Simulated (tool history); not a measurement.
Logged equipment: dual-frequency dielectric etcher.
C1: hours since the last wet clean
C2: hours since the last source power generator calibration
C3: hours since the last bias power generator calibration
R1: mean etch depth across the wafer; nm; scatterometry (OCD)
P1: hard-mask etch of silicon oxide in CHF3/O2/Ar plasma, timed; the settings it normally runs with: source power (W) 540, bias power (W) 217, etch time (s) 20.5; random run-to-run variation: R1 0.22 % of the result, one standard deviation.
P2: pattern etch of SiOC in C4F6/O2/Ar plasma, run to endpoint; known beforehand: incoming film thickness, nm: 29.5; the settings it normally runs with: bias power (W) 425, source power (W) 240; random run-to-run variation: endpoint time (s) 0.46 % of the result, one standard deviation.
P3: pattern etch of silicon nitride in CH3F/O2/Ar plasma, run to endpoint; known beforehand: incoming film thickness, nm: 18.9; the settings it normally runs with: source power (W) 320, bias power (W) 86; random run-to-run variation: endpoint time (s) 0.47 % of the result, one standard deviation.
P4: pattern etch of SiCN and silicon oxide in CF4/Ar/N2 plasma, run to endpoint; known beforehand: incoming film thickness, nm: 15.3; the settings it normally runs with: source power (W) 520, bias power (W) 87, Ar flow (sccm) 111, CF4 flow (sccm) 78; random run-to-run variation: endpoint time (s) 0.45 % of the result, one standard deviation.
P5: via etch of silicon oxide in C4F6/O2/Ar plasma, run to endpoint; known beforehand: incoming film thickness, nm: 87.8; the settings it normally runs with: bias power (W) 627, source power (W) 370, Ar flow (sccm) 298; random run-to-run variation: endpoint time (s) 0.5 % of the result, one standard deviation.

{"run": 1, "hour": 6.1, "process that ran": "P1", "source power (W)": 540, "bias power (W)": 217, "etch time (s)": 20.5, "C1": 73.4, "C2": 1213.5, "C3": 378.9, "R1": 41.274}
{"run": 2, "hour": 16.0, "process that ran": "P1", "source power (W)": 540, "bias power (W)": 265, "etch time (s)": 20.5, "C1": 83.3, "C2": 1223.4, "C3": 388.8, "R1": 44.195}
{"run": 3, "hour": 25.6, "process that ran": "P2", "source power (W)": 240, "bias power (W)": 317, "C1": 92.9, "C2": 1233, "C3": 398.4, "endpoint time (s)": 14.604}
{"hour": 30.8, "done": "bias power generator calibrated"}
{"run": 4, "hour": 34.3, "process that ran": "P1", "source power (W)": 540, "bias power (W)": 275, "etch time (s)": 15, "C1": 101.6, "C2": 1241.7, "C3": 3.5, "R1": 32.817}
{"run": 5, "hour": 43.0, "process that ran": "P3", "source power (W)": 320, "bias power (W)": 116, "C1": 110.3, "C2": 1250.4, "C3": 12.2, "endpoint time (s)": 25.362}
{"run": 6, "hour": 51.3, "process that ran": "P4", "source power (W)": 520, "bias power (W)": 87, "Ar flow (sccm)": 111, "CF4 flow (sccm)": 78, "C1": 118.6, "C2": 1258.7, "C3": 20.5, "endpoint time (s)": 14.627}
{"run": 7, "hour": 61.7, "process that ran": "P1", "source power (W)": 540, "bias power (W)": 155, "etch time (s)": 28, "C1": 129, "C2": 1269.1, "C3": 30.9, "R1": 50.277}
{"run": 8, "hour": 71.3, "process that ran": "P5", "source power (W)": 370, "bias power (W)": 483, "Ar flow (sccm)": 298, "C1": 138.6, "C2": 1278.7, "C3": 40.5, "endpoint time (s)": 19.925}
{"run": 9, "hour": 79.5, "process that ran": "P5", "source power (W)": 440, "bias power (W)": 627, "Ar flow (sccm)": 298, "C1": 146.8, "C2": 1286.9, "C3": 48.7, "endpoint time (s)": 16.81}
{"run": 10, "hour": 87.0, "process that ran": "P4", "source power (W)": 420, "bias power (W)": 87, "Ar flow (sccm)": 111, "CF4 flow (sccm)": 78, "C1": 154.3, "C2": 1294.4, "C3": 56.2, "endpoint time (s)": 17.768}
{"run": 11, "hour": 99.7, "process that ran": "P3", "source power (W)": 320, "bias power (W)": 86, "C1": 167, "C2": 1307.1, "C3": 68.9, "endpoint time (s)": 28.227}
{"run": 12, "hour": 106.8, "process that ran": "P2", "source power (W)": 240, "bias power (W)": 425, "C1": 174.1, "C2": 1314.2, "C3": 76, "endpoint time (s)": 12.94}
{"run": 13, "hour": 118.1, "process that ran": "P3", "source power (W)": 320, "bias power (W)": 86, "C1": 185.4, "C2": 1325.5, "C3": 87.3, "endpoint time (s)": 28.124}
{"run": 14, "hour": 126.5, "process that ran": "P1", "source power (W)": 540, "bias power (W)": 174, "etch time (s)": 20.5, "C1": 193.8, "C2": 1333.9, "C3": 95.7, "R1": 38.009}
{"run": 15, "hour": 135.8, "process that ran": "P1", "source power (W)": 540, "bias power (W)": 217, "etch time (s)": 20.5, "C1": 203.1, "C2": 1343.2, "C3": 105, "R1": 41.257}
{"run": 16, "hour": 144.9, "process that ran": "P1", "source power (W)": 540, "bias power (W)": 217, "etch time (s)": 29.5, "C1": 212.2, "C2": 1352.3, "C3": 114.1, "R1": 59.26}
{"run": 17, "hour": 158.5, "process that ran": "P1", "source power (W)": 400, "bias power (W)": 303, "etch time (s)": 20.5, "C1": 225.8, "C2": 1365.9, "C3": 127.7, "R1": 41.662}
{"run": 18, "hour": 166.1, "process that ran": "P2", "source power (W)": 160, "bias power (W)": 425, "C1": 233.4, "C2": 1373.5, "C3": 135.3, "endpoint time (s)": 15.101}
{"run": 19, "hour": 178.0, "process that ran": "P3", "source power (W)": 200, "bias power (W)": 86, "C1": 245.3, "C2": 1385.4, "C3": 147.2, "endpoint time (s)": 33.836}
{"hour": 184.9, "done": "source power generator calibrated"}
{"run": 20, "hour": 191.9, "process that ran": "P5", "source power (W)": 370, "bias power (W)": 627, "Ar flow (sccm)": 298, "C1": 259.2, "C2": 7, "C3": 161.1, "endpoint time (s)": 18.155}
{"run": 21, "hour": 198.9, "process that ran": "P4", "source power (W)": 520, "bias power (W)": 87, "Ar flow (sccm)": 77, "CF4 flow (sccm)": 78, "C1": 266.2, "C2": 14, "C3": 168.1, "endpoint time (s)": 14.018}
{"run": 22, "hour": 208.0, "process that ran": "P4", "source power (W)": 520, "bias power (W)": 87, "Ar flow (sccm)": 111, "CF4 flow (sccm)": 63, "C1": 275.3, "C2": 23.1, "C3": 177.2, "endpoint time (s)": 15.105}
{"run": 23, "hour": 214.1, "process that ran": "P1", "source power (W)": 540, "bias power (W)": 217, "etch time (s)": 20.5, "C1": 281.4, "C2": 29.2, "C3": 183.3, "R1": 41.258}
{"run": 24, "hour": 222.9, "process that ran": "P5", "source power (W)": 370, "bias power (W)": 627, "Ar flow (sccm)": 212, "C1": 290.2, "C2": 38, "C3": 192.1, "endpoint time (s)": 17.269}
{"run": 25, "hour": 233.1, "process that ran": "P2", "source power (W)": 240, "bias power (W)": 425, "C1": 300.4, "C2": 48.2, "C3": 202.3, "endpoint time (s)": 13.033}
{"run": 26, "hour": 240.9, "process that ran": "P1", "source power (W)": 690, "bias power (W)": 217, "etch time (s)": 20.5, "C1": 308.2, "C2": 56, "C3": 210.1, "R1": 45.247}
{"run": 27, "hour": 248.8, "process that ran": "P1", "source power (W)": 540, "bias power (W)": 217, "etch time (s)": 15.5, "C1": 316.1, "C2": 63.9, "C3": 218, "R1": 31.212}
{"run": 28, "hour": 257.2, "process that ran": "P1", "source power (W)": 400, "bias power (W)": 217, "etch time (s)": 20.5, "C1": 324.5, "C2": 72.3, "C3": 226.4, "R1": 36.853}
{"hour": 257.4, "done": "wet clean of the chamber"}
{"run": 29, "hour": 265.6, "process that ran": "P4", "source power (W)": 520, "bias power (W)": 63, "Ar flow (sccm)": 111, "CF4 flow (sccm)": 78, "C1": 8.3, "C2": 80.7, "C3": 234.8, "endpoint time (s)": 16.421}
{"run": 30, "hour": 279.2, "process that ran": "P5", "source power (W)": 370, "bias power (W)": 627, "Ar flow (sccm)": 298, "C1": 21.9, "C2": 94.3, "C3": 248.4, "endpoint time (s)": 17.975}
{"run": 31, "hour": 287.1, "process that ran": "P1", "source power (W)": 540, "bias power (W)": 217, "etch time (s)": 20.5, "C1": 29.8, "C2": 102.2, "C3": 256.3, "R1": 41.176}
{"run": 32, "hour": 294.6, "process that ran": "P1", "source power (W)": 540, "bias power (W)": 217, "etch time (s)": 20.5, "C1": 37.3, "C2": 109.7, "C3": 263.8, "R1": 41.398}
{"run": 33, "hour": 307.5, "process that ran": "P1", "source power (W)": 540, "bias power (W)": 217, "etch time (s)": 20.5, "C1": 50.2, "C2": 122.6, "C3": 276.7, "R1": 41.06}
{"run": 34, "hour": 314.0, "process that ran": "P1", "source power (W)": 540, "bias power (W)": 217, "etch time (s)": 20.5, "C1": 56.7, "C2": 129.1, "C3": 283.2, "R1": 40.811}
{"run": 35, "hour": 324.3, "process that ran": "P1", "source power (W)": 540, "bias power (W)": 217, "etch time (s)": 20.5, "C1": 67, "C2": 139.4, "C3": 293.5, "R1": 40.568}
{"run": 36, "hour": 332.2, "process that ran": "P1", "source power (W)": 540, "bias power (W)": 217, "etch time (s)": 20.5, "C1": 74.9, "C2": 147.3, "C3": 301.4, "R1": 40.707}
{"run": 37, "hour": 345.2, "process that ran": "P1", "source power (W)": 540, "bias power (W)": 217, "etch time (s)": 20.5, "C1": 87.9, "C2": 160.3, "C3": 314.4, "R1": 40.666}
{"hour": 347.3, "done": "wet clean of the chamber"}
{"run": 38, "hour": 351.4, "process that ran": "P1", "source power (W)": 540, "bias power (W)": 217, "etch time (s)": 20.5, "C1": 4.1, "C2": 166.5, "C3": 320.6, "R1": 40.757}
{"run": 39, "hour": 364.1, "process that ran": "P1", "source power (W)": 540, "bias power (W)": 217, "etch time (s)": 20.5, "C1": 16.8, "C2": 179.2, "C3": 333.3, "R1": 40.686}
{"run": 40, "hour": 373.0, "process that ran": "P1", "source power (W)": 540, "bias power (W)": 217, "etch time (s)": 20.5, "C1": 25.7, "C2": 188.1, "C3": 342.2, "R1": 40.513}

Compared with where it was, what P1 gives has crept away. Each cause listed below fits the log as well as the rest, at the size given for it:
A: source power that arrives under what is set, % = 4.48
B: bias power that arrives under what is set, % = 4.83
Creep in the process output first set in at about hour 294.6.
Ruled out, with reasons:
chamber walls in a state that lowers the etch rate, %: was serviced at hour 347.3, once the creep was under way, yet the earlier output never came back

Of the 4 check runs below, each run on 2 wafers with the results averaged and each result still a question mark, which one would tell the listed causes apart?
{"run": "check 1", "hour": 381.9, "process that ran": "P3", "source power (W)": 320, "bias power (W)": 86, "endpoint time (s)": "?"}
{"run": "check 2", "hour": 381.9, "process that ran": "P4", "source power (W)": 520, "bias power (W)": 87, "Ar flow (sccm)": 111, "CF4 flow (sccm)": 78, "endpoint time (s)": "?"}
{"run": "check 3", "hour": 381.9, "process that ran": "P5", "source power (W)": 370, "bias power (W)": 627, "Ar flow (sccm)": 298, "endpoint time (s)": "?"}
{"run": "check 4", "hour": 381.9, "process that ran": "P2", "source power (W)": 240, "bias power (W)": 425, "endpoint time (s)": "?"}

If the cause were each of the candidates in turn, the checks would give the following:
check=check_1 result=endpoint_time_(s) if_A=28.869 if_B=28.89
check=check_2 result=endpoint_time_(s) if_A=15.288 if_B=14.937
check=check_3 result=endpoint_time_(s) if_A=18.248 if_B=18.291
check=check_4 result=endpoint_time_(s) if_A=13.308 if_B=13.329
Minimum pairwise separation of causes per check, each pair taken at its best-separating result: check 1 0.07 %; check 2 2.32 %; check 3 0.24 %; check 4 0.16 %
Of the check runs offered, only check 2 discriminates between the causes; the rest would read about the same regardless of which cause applies.

The results of check 2 are: endpoint time (s) 15.266. Based on these, which of the listed causes is it?

It is A: source power that arrives under what is set, %.
